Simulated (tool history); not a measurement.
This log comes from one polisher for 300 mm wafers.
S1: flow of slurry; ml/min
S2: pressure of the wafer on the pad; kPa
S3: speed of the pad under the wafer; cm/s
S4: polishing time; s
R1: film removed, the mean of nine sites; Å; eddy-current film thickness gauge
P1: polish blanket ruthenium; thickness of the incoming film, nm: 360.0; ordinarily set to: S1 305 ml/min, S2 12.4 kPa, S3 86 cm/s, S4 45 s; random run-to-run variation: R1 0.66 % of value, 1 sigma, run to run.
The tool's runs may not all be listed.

run,hour,S1,S2,S3,S4,R1
1,10.3,305,12.4,86,45,342.08
2,19.8,445,12.4,86,45,351.38
3,31.2,305,12.4,86,66,503.75
4,43.9,305,12.4,134,45,529.67
5,58.3,305,12.4,86,45,340.04
6,65.6,305,12.4,86,20,151.19
7,79.9,305,12.4,86,45,342.48
8,94.3,215,15.9,86,45,417.44
9,101.2,305,17.2,86,45,473.2
10,111.7,305,12.4,86,45,339.51
11,120.4,185,12.4,86,45,317.95
12,135.2,305,6.2,86,45,170.32
13,149.6,305,12.4,56,45,223.59
14,161.8,305,12.4,86,45,339.37
15,169.2,305,12.4,86,45,337.4
16,177.7,305,12.4,86,45,335.62
17,190.6,305,12.4,86,45,330.2
18,205.2,305,12.4,86,45,332.59
19,220.1,305,12.4,86,45,327.54
20,234.6,305,12.4,86,45,327.35

Run 21, settings as shown, results not yet in. Your forecast:
# hour 235.1: head pressure recalibrated
21,242.4,305,12.4,86,45,?

{"run 21": {"R1": 329.17}}
